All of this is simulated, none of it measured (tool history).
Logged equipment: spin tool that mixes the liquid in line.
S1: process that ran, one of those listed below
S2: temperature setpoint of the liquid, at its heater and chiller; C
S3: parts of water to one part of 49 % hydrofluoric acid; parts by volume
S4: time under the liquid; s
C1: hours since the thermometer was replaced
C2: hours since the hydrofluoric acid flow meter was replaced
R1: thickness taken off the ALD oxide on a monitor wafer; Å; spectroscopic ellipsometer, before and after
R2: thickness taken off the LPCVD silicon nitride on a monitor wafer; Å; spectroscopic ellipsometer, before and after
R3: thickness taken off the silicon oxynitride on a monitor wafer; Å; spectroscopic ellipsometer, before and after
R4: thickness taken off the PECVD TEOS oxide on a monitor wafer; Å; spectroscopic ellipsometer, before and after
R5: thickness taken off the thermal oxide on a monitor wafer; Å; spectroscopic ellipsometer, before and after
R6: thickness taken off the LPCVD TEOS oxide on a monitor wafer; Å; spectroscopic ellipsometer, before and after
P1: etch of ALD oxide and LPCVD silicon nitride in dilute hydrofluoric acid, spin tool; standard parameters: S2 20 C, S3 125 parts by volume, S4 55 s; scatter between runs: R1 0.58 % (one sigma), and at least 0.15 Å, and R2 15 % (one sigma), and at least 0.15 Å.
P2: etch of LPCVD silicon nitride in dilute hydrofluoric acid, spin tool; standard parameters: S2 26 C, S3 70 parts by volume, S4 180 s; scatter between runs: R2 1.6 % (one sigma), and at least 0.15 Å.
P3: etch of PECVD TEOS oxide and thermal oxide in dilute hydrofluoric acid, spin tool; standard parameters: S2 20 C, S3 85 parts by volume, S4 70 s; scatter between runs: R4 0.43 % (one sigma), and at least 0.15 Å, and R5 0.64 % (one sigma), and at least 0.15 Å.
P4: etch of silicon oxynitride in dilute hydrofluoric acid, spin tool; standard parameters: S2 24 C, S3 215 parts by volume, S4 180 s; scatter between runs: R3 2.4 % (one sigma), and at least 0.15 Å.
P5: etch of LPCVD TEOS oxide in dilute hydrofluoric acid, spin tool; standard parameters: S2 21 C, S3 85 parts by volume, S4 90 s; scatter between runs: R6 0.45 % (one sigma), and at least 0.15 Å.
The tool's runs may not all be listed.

run 1 hour=2.3 | S1=P1 S2=20 S3=125 S4=55 | C1=1139.6 C2=221.6 | R1=71.169 R2=1.1242
run 2 hour=7.6 | S1=P4 S2=17.5 S3=215 S4=180 | C1=1144.9 C2=226.9 | R3=7.9205
run 3 hour=12 | S1=P4 S2=24 S3=215 S4=60 | C1=1149.3 C2=231.3 | R3=3.7691
run 4 hour=15 | S1=P3 S2=20 S3=85 S4=70 | C1=1152.3 C2=234.3 | R4=64.032 R5=33.82
run 5 hour=19 | S1=P3 S2=20 S3=85 S4=120 | C1=1156.3 C2=238.3 | R4=110.83 R5=59.063
run 6 hour=23.7 | S1=P5 S2=21 S3=140 S4=90 | C1=1161 C2=243 | R6=113.64
run 7 hour=28.1 | S1=P1 S2=28 S3=210 S4=55 | C1=1165.4 C2=247.4 | R1=52.596 R2=1.7558
-- hour=31.1 hydrofluoric acid flow meter replaced
run 8 hour=32.9 | S1=P2 S2=31.5 S3=70 S4=180 | C1=1170.2 C2=1.9 | R2=24.1
run 9 hour=36.9 | S1=P5 S2=21 S3=85 S4=145 | C1=1174.2 C2=5.9 | R6=323.33
run 10 hour=40.4 | S1=P1 S2=20 S3=40 S4=25 | C1=1177.7 C2=9.4 | R1=112.12 R2=2.0083
run 11 hour=44.7 | S1=P3 S2=20 S3=85 S4=70 | C1=1182 C2=13.7 | R4=63.637 R5=34.412
run 12 hour=48 | S1=P2 S2=26 S3=20 S4=180 | C1=1185.3 C2=17 | R2=55.578
run 13 hour=51.2 | S1=P1 S2=20 S3=125 S4=55 | C1=1188.5 C2=20.2 | R1=70.732 R2=1.8431
run 14 hour=56 | S1=P1 S2=20 S3=125 S4=15 | C1=1193.3 C2=25 | R1=19.169 R2=0.34734
run 15 hour=60.5 | S1=P3 S2=20 S3=135 S4=70 | C1=1197.8 C2=29.5 | R4=38.488 R5=20.512
run 16 hour=63.5 | S1=P1 S2=20 S3=200 S4=55 | C1=1200.8 C2=32.5 | R1=42.036 R2=0.8253
run 17 hour=67.2 | S1=P2 S2=26 S3=70 S4=180 | C1=1204.5 C2=36.2 | R2=17.015
run 18 hour=72.1 | S1=P1 S2=20 S3=65 S4=55 | C1=1209.4 C2=41.1 | R1=146.48 R2=2.6369
run 19 hour=76 | S1=P1 S2=20 S3=125 S4=55 | C1=1213.3 C2=45 | R1=71.357 R2=1.0939
run 20 hour=80.2 | S1=P4 S2=24 S3=215 S4=180 | C1=1217.5 C2=49.2 | R3=10.58
run 21 hour=85.3 | S1=P2 S2=26 S3=70 S4=180 | C1=1222.6 C2=54.3 | R2=16.301
run 22 hour=88.1 | S1=P1 S2=24 S3=125 S4=55 | C1=1225.4 C2=57.1 | R1=83.537 R2=2.5827
run 23 hour=92.5 | S1=P4 S2=24 S3=385 S4=180 | C1=1229.8 C2=61.5 | R3=5.6682
run 24 hour=96.7 | S1=P1 S2=17 S3=125 S4=55 | C1=1234 C2=65.7 | R1=63.107 R2=1.4366
run 25 hour=101.3 | S1=P5 S2=21 S3=85 S4=90 | C1=1238.6 C2=70.3 | R6=201.88
run 26 hour=104.2 | S1=P5 S2=17 S3=85 S4=90 | C1=1241.5 C2=73.2 | R6=169.8
run 27 hour=108.9 | S1=P1 S2=20 S3=125 S4=55 | C1=1246.2 C2=77.9 | R1=71.972 R2=1.0713
run 28 hour=113.5 | S1=P1 S2=20 S3=125 S4=55 | C1=1250.8 C2=82.5 | R1=71.155 R2=1.6054
run 29 hour=117.9 | S1=P1 S2=20 S3=125 S4=55 | C1=1255.2 C2=86.9 | R1=71.195 R2=1.7173
run 30 hour=120.4 | S1=P5 S2=21 S3=85 S4=90 | C1=1257.7 C2=89.4 | R6=202.32
run 31 hour=122.8 | S1=P3 S2=25.5 S3=85 S4=70 | C1=1260.1 C2=91.8 | R4=80.277 R5=43.335
run 32 hour=126.7 | S1=P2 S2=26 S3=70 S4=350 | C1=1264 C2=95.7 | R2=31.861
run 33 hour=130.6 | S1=P1 S2=20 S3=125 S4=100 | C1=1267.9 C2=99.6 | R1=129.69 R2=3.0773
run 34 hour=133.3 | S1=P1 S2=25.5 S3=125 S4=20 | C1=1270.6 C2=102.3 | R1=32.029 R2=0.73096
run 35 hour=138.1 | S1=P1 S2=20 S3=125 S4=55 | C1=1275.4 C2=107.1 | R1=72.601 R2=1.6691
run 36 hour=142.6 | S1=P1 S2=20 S3=125 S4=55 | C1=1279.9 C2=111.6 | R1=74.023 R2=1.9622
run 37 hour=146 | S1=P1 S2=20 S3=125 S4=55 | C1=1283.3 C2=115 | R1=76.254 R2=1.6731
run 38 hour=150.1 | S1=P1 S2=20 S3=125 S4=55 | C1=1287.4 C2=119.1 | R1=77.257 R2=1.5219
run 39 hour=154 | S1=P1 S2=20 S3=125 S4=55 | C1=1291.3 C2=123 | R1=77.492 R2=1.3609
run 40 hour=157 | S1=P1 S2=20 S3=125 S4=55 | C1=1294.3 C2=126 | R1=77.574 R2=1.7805
run 41 hour=159.9 | S1=P1 S2=20 S3=125 S4=55 | C1=1297.2 C2=128.9 | R1=78.201 R2=2.44
run 42 hour=165.2 | S1=P1 S2=20 S3=125 S4=55 | C1=1302.5 C2=134.2 | R1=77.621 R2=1.5448
run 43 hour=169.3 | S1=P1 S2=20 S3=125 S4=55 | C1=1306.6 C2=138.3 | R1=77.526 R2=2.3533

P1 has crept away from where it was. The log is fitted equally well by each of these 2 causes, at the sizes shown:
A: hydrofluoric acid flow above the setpoint (%) = 7.85
B: liquid hotter than its thermometer reads (K) = 2.14
At approximately hour 138.1, the process output began to creep.

4 check runs are offered, each on 5 wafers whose results are averaged, their results left as question marks. Which one tells the causes apart?
run check 1 hour=173.4 | S1=P4 S2=24 S3=215 S4=180 | R3=?
run check 2 hour=173.4 | S1=P2 S2=26 S3=70 S4=180 | R2=?
run check 3 hour=173.4 | S1=P3 S2=20 S3=85 S4=70 | R4=? R5=?
run check 4 hour=173.4 | S1=P5 S2=21 S3=85 S4=90 | R6=?

If the cause were each of the candidates in turn, the checks would give the following:
check=check_1 result=R3 if_A=12.01 if_B=12.087
check=check_2 result=R2 if_A=17.512 if_B=18.686
check=check_3 result=R4 if_A=69.834 if_B=70.2
check=check_3 result=R5 if_A=37.313 if_B=37.509
check=check_4 result=R6 if_A=219.02 if_B=219.97
Smallest distance between any two causes, each pair judged by its most separating result, in per cent: check 1 0.64 %; check 2 6.49 %; check 3 0.52 %; check 4 0.43 %
The causes can be told apart only by check 2. The other checks would give nearly the same results under each of them.

The results of check 2 are: R2 17.458 Å. Based on these, which of the listed causes is it?

The cause is A: hydrofluoric acid flow above the setpoint (%).

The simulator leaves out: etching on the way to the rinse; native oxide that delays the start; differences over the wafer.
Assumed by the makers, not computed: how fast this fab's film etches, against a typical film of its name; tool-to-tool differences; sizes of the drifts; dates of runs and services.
